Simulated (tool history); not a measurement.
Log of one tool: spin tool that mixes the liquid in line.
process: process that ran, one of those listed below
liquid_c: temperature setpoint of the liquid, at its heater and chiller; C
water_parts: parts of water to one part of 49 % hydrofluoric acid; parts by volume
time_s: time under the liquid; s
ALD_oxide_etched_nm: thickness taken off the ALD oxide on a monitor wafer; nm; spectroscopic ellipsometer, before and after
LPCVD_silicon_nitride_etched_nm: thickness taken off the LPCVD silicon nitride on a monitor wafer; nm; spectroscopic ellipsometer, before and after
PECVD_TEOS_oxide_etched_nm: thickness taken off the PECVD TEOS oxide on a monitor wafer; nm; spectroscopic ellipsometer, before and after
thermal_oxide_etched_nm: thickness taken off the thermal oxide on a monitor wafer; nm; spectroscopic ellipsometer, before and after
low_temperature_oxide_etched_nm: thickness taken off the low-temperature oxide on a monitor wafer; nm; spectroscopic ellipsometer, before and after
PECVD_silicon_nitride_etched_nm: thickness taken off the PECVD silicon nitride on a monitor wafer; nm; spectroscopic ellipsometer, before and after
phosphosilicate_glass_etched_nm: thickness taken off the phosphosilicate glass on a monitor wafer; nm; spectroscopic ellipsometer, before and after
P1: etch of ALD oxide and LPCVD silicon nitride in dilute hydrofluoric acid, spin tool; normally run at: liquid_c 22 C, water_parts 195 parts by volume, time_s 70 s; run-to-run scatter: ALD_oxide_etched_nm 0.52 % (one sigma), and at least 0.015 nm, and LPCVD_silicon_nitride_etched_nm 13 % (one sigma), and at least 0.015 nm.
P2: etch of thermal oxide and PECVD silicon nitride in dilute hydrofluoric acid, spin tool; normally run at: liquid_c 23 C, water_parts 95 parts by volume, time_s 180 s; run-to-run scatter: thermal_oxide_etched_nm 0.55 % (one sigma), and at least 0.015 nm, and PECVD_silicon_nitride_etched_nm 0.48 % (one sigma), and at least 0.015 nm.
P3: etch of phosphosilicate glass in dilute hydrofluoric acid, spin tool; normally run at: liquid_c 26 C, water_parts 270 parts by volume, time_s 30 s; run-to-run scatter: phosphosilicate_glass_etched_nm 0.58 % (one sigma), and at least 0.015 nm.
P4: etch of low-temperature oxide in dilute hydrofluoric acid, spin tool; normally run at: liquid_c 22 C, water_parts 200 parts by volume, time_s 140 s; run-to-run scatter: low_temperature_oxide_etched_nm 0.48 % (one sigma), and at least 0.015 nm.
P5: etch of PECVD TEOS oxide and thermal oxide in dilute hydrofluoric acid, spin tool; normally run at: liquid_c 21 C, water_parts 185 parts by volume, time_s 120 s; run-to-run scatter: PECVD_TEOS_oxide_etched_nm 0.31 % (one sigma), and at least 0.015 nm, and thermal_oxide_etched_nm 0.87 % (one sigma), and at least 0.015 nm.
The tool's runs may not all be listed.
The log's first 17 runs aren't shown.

run,hour,process,liquid_c,water_parts,time_s,ALD_oxide_etched_nm,LPCVD_silicon_nitride_etched_nm,PECVD_TEOS_oxide_etched_nm,thermal_oxide_etched_nm,low_temperature_oxide_etched_nm,PECVD_silicon_nitride_etched_nm,phosphosilicate_glass_etched_nm
18,229.9,P3,26,270,45,,,,,,,27.821
19,245.4,P5,21,185,120,,,7.8102,2.5552,,,
20,260.1,P1,22,195,70,4.2209,0.15605,,,,,
21,268.6,P3,26,405,30,,,,,,,10.639
22,285.6,P1,22,195,70,4.2259,0.17888,,,,,
23,298,P1,22,195,15,0.88145,0.056774,,,,,
24,307.2,P1,22,50,70,19.295,0.5637,,,,,
# hour 313.3: thermometer replaced
25,319.5,P1,22,195,70,4.2379,0.12631,,,,,
26,334,P3,26,270,30,,,,,,,18.435
27,344.7,P1,17,195,115,5.6961,0.19949,,,,,
28,353.9,P5,21,185,70,,,4.5898,1.4765,,,
29,365.7,P4,29,200,140,,,,,7.9933,,
30,379.7,P2,23,95,85,,,,4.2174,,3.4062,
31,392.2,P1,22,195,70,4.218,0.10954,,,,,
32,401.1,P1,22,195,70,4.2827,0.16327,,,,,
33,412.5,P1,22,195,70,4.4376,0.17475,,,,,

Forecast run 34:
34,420.1,P1,22,195,70,?,?,,,,,

{"run 34": {"ALD_oxide_etched_nm": 4.3906, "LPCVD_silicon_nitride_etched_nm": 0.16012}}
